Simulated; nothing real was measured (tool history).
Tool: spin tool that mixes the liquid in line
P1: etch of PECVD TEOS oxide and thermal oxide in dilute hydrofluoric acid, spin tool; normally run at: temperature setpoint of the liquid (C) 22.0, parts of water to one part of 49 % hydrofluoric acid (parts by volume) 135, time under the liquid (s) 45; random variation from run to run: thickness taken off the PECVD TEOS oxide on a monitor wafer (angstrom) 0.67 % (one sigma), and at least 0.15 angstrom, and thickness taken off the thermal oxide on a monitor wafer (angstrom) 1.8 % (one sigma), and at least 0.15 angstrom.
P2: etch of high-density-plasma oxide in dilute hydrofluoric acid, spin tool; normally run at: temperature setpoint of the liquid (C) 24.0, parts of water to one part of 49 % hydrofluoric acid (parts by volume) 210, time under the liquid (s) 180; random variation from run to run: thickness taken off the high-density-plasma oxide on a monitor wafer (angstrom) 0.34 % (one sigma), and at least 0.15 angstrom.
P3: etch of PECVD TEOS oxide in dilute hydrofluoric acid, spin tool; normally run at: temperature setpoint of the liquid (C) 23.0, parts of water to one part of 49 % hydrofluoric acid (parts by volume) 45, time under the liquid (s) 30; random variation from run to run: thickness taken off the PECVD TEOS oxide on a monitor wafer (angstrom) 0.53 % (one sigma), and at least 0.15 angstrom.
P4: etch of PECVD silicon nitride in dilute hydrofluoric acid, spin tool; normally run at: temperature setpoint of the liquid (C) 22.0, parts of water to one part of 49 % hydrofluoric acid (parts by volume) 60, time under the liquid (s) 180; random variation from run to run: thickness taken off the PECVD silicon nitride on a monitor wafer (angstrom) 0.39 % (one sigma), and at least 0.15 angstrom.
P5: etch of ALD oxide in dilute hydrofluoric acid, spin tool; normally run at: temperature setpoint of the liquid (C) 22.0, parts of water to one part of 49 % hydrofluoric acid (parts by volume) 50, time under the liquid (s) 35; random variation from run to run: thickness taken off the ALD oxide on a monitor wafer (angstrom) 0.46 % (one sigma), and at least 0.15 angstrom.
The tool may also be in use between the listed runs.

run    day  process that ran  temperature setpoint of the liquid (C)  parts of water to one part of 49 % hydrofluoric acid (parts by volume)  time under the liquid (s)  hours since the thermometer was replaced  hours since the hydrofluoric acid flow meter was replaced  thickness taken off the PECVD TEOS oxide on a monitor wafer (angstrom)  thickness taken off the thermal oxide on a monitor wafer (angstrom)  thickness taken off the high-density-plasma oxide on a monitor wafer (angstrom)  thickness taken off the PECVD silicon nitride on a monitor wafer (angstrom)  thickness taken off the ALD oxide on a monitor wafer (angstrom)
  1  0.412                P1                                    22.0                                                                     135                         45                                     746.0                                                      445.2                                                                  45.550                                                              13.0480
  2  0.783                P1                                    29.5                                                                     210                         45                                     754.9                                                      454.1                                                                  35.833                                                              10.8670
  3  1.088                P1                                    27.0                                                                     135                         75                                     762.2                                                      461.4                                                                  91.375                                                              27.7780
  4  1.475                P2                                    20.0                                                                     210                        180                                     771.5                                                      470.7                                                                                                                                                                                                                        56.721
  5  1.729                P1                                    22.0                                                                     135                         75                                     777.6                                                      476.8                                                                  75.222                                                              22.4840
  6  2.012                P1                                    22.0                                                                     135                         45                                     784.4                                                      483.6                                                                  45.722                                                              13.5090
  7  2.283                P4                                    27.0                                                                      60                        180                                     790.9                                                      490.1                                                                                                                                                                                                                                                                                                    121.970
  8  2.488                P2                                    24.0                                                                     210                        180                                     795.8                                                      495.0                                                                                                                                                                                                                        65.088
  9  2.729                P3                                    23.0                                                                      45                         30                                     801.6                                                      500.8                                                                 138.200
 10  3.033                P2                                    24.0                                                                     210                        180                                     808.9                                                      508.1                                                                                                                                                                                                                        65.636
 11  3.346                P5                                    22.0                                                                      90                         35                                     816.4                                                      515.6                                                                                                                                                                                                                                                                                                                                                                      122.25
 12  3.704                P4                                    22.0                                                                     110                        180                                     825.0                                                      524.2                                                                                                                                                                                                                                                                                                     48.021
 13  4.067                P1                                    22.0                                                                     200                         45                                     833.7                                                      532.9                                                                  28.573                                                               8.6842
 14  4.392                P1                                    27.5                                                                     135                         45                                     841.5                                                      540.7                                                                  56.833                                                              17.0810
 15  4.596                P2                                    24.0                                                                      95                        180                                     846.4                                                      545.6                                                                                                                                                                                                                       164.370
 16  4.788                P5                                    22.0                                                                      50                         65                                     851.0                                                      550.2                                                                                                                                                                                                                                                                                                                                                                      422.79
 17  5.208                P1                                    22.0                                                                      20                         45                                     861.1                                                      560.3                                                                 352.880                                                             105.1200
 18  5.588                P3                                    23.0                                                                      70                         30                                     870.2                                                      569.4                                                                  86.649
 19  5.938                P1                                    22.0                                                                     135                         45                                     878.6                                                      577.8                                                                  45.305                                                              13.8010
 20  6.358                P1                                    22.0                                                                     135                         45                                     888.7                                                      587.9                                                                  45.522                                                              13.7180
 21  6.729                P5                                    22.0                                                                      50                         35                                     897.6                                                      596.8                                                                                                                                                                                                                                                                                                                                                                      231.22
 22  6.950                P3                                    23.0                                                                      45                         50                                     902.9                                                      602.1                                                                 230.390
 23  7.217                P1                                    17.0                                                                     135                         45                                     909.3                                                      608.5                                                                  37.467                                                              10.9840
 24  7.479                P3                                    30.5                                                                      45                         30                                     915.6                                                      614.8                                                                 187.880
 25  7.717                P1                                    22.0                                                                     135                         45                                     921.3                                                      620.5                                                                  45.085                                                              13.1370
 26  7.954                P1                                    22.0                                                                     135                         45                                     927.0                                                      626.2                                                                  45.754                                                              13.5920
 27  8.208                P5                                    26.0                                                                      50                         35                                     933.1                                                      632.3                                                                                                                                                                                                                                                                                                                                                                      272.46
 28  8.429                P1                                    29.5                                                                     235                         45                                     938.4                                                      637.6                                                                  31.208                                                               9.0392
 29  8.842                P1                                    22.0                                                                     135                         15                                     948.3                                                      647.5                                                                  15.286                                                               4.5221
 30  9.125                P4                                    22.0                                                                      60                        305                                     955.1                                                      654.3                                                                                                                                                                                                                                                                                                    148.460

The next listed run, before its measurement:
 31  9.388                P4                                    22.0                                                                      60                        180                                     961.4                                                      660.6                                                                                                                                                                                                                                                                                                          ?

Run 31 gave thickness taken off the PECVD silicon nitride on a monitor wafer (angstrom) 87.591.

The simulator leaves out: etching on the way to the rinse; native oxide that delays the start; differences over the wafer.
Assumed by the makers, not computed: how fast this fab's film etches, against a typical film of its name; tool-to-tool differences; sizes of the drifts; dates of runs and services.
